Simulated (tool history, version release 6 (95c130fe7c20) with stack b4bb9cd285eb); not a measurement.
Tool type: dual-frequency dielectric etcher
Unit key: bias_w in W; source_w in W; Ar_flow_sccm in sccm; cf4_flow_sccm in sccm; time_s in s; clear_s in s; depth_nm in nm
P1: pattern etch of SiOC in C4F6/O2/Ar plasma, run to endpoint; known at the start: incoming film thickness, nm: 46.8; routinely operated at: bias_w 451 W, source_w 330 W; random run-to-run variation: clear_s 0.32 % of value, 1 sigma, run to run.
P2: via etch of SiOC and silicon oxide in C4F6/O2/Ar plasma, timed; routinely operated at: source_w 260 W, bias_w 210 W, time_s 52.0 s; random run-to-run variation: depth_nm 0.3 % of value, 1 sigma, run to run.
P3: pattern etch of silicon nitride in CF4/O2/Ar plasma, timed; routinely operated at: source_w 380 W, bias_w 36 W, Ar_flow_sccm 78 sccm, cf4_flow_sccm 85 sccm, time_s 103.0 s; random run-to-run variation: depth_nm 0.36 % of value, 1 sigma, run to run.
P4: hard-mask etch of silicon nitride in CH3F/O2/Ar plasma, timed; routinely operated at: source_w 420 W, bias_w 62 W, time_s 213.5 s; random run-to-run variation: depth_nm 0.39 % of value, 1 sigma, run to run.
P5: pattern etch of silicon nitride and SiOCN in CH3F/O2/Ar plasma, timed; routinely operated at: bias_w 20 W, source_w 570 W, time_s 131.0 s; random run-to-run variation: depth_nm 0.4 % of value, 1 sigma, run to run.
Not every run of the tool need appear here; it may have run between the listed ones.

run	hour	process	bias_w	source_w	Ar_flow_sccm	cf4_flow_sccm	time_s	hours since the last wet clean	hours since the last bias power generator calibration	hours since the last source power generator calibration	clear_s	depth_nm
1	8.0	P1	451	330				285.5	2217.8	1032.3	17.829	
2	15.3	P3	36	380	45	85	103.0	292.8	2225.1	1039.6		144.400
3	20.3	P3	36	210	78	85	103.0	297.8	2230.1	1044.6		81.266
4	26.6	P2	210	260			52.0	304.1	2236.4	1050.9		52.354
5	32.3	P1	451	220				309.8	2242.1	1056.6	20.820	
6	40.6	P4	62	420			213.5	318.1	2250.4	1064.9		144.910
7	47.1	P2	210	260			63.5	324.6	2256.9	1071.4		64.080
8	55.2	P3	36	380	78	85	56.5	332.7	2265.0	1079.5		74.945
9	60.0	P5	25	570			131.0	337.5	2269.8	1084.3		20.950
10	66.0	P5	20	570			131.0	343.5	2275.8	1090.3		18.944
11	73.8	P1	379	450				351.3	2283.6	1098.1	16.979	
12	81.2	P1	451	330				358.7	2291.0	1105.5	17.910	
13	88.4	P4	62	560			213.5	365.9	2298.2	1112.7		161.220
14	92.6	P5	20	570			72.0	370.1	2302.4	1116.9		10.400
15	97.9	P4	62	420			125.5	375.4	2307.7	1122.2		85.018
16	103.3	P1	451	450				380.8	2313.1	1127.6	15.912	
17	110.4	P5	20	730			131.0	387.9	2320.2	1134.7		20.739
18	118.5	P1	451	330				396.0	2328.3	1142.8	17.879	
19	126.2	P1	607	330				403.7	2336.0	1150.5	15.948	
20	134.2	P1	288	440				411.7	2344.0	1158.5	18.858	
21	138.9	P3	36	380	78	85	103.0	416.4	2348.7	1163.2		135.910
22	146.0	P2	210	310			52.0	423.5	2355.8	1170.3		56.152
23	152.4	P3	36	380	78	51	103.0	429.9	2362.2	1176.7		126.590
24	156.5	P1	451	330				434.0	2366.3	1180.8	17.815	
25	162.5	P3	51	380	78	85	103.0	440.0	2372.3	1186.8		153.800
26	169.3	P4	80	420			213.5	446.8	2379.1	1193.6		158.330
27	173.3	P1	352	330				450.8	2383.1	1197.6	19.577	
28	179.9	P2	269	260			52.0	457.4	2389.7	1204.2		57.307
29	184.3	P3	36	380	78	85	103.0	461.8	2394.1	1208.6		136.810
30	192.6	P1	451	330				470.1	2402.4	1216.9	17.923	
31	198.0	P1	451	330				475.5	2407.8	1222.3	17.920	
32	205.6	P1	451	330				483.1	2415.4	1229.9	18.018	
33	213.5	P1	451	330				491.0	2423.3	1237.8	18.084	
34	220.2	P1	451	330				497.7	2430.0	1244.5	18.080	
35	225.9	P1	451	330				503.4	2435.7	1250.2	18.195	
# hour 230.9: wet clean of the chamber
36	233.4	P1	451	330				2.5	2443.2	1257.7	18.196	
37	241.1	P1	451	330				10.2	2450.9	1265.4	18.170	
38	248.6	P1	451	330				17.7	2458.4	1272.9	18.182	
39	253.0	P1	451	330				22.1	2462.8	1277.3	18.048	

P1 has crept away from where it was. The log is fitted equally well by each of these 2 causes, at the sizes shown:
A: bias power that arrives under what is set, % = 4.27
B: source power that arrives under what is set, % = 4.28
The creep began at about hour 192.6.
All other causes, with the reason each is excluded:
chamber walls in a state that lowers the etch rate, %: serviced after onset, at hour 230.9, with no recovery of the prior output

4 check runs are offered, each on 2 wafers whose results are averaged, their results left as question marks. Which one tells the causes apart?
check 1	257.4	P3	36	310	78	85	56.5					?
check 2	257.4	P5	23	570			74.0					?
check 3	257.4	P4	62	500			213.5					?
check 4	257.4	P2	268	260			52.0					?

Expected result of each check under each candidate cause:
check	result	if A	if B
check 1	depth_nm	61.567	60.178
check 2	depth_nm	11.148	11.190
check 3	depth_nm	152.430	152.010
check 4	depth_nm	56.399	56.346
How far apart the two closest causes lie, in the result that separates them most: check 1 2.28 %; check 2 0.37 %; check 3 0.27 %; check 4 0.09 %
Check 1 distinguishes between the causes, while the remaining checks would return nearly the same result for all of them.

After running check 1, the following was obtained: depth_nm 61.764 nm. Which cause does this point to?

Of the candidate causes, it is A: bias power that arrives under what is set, %.

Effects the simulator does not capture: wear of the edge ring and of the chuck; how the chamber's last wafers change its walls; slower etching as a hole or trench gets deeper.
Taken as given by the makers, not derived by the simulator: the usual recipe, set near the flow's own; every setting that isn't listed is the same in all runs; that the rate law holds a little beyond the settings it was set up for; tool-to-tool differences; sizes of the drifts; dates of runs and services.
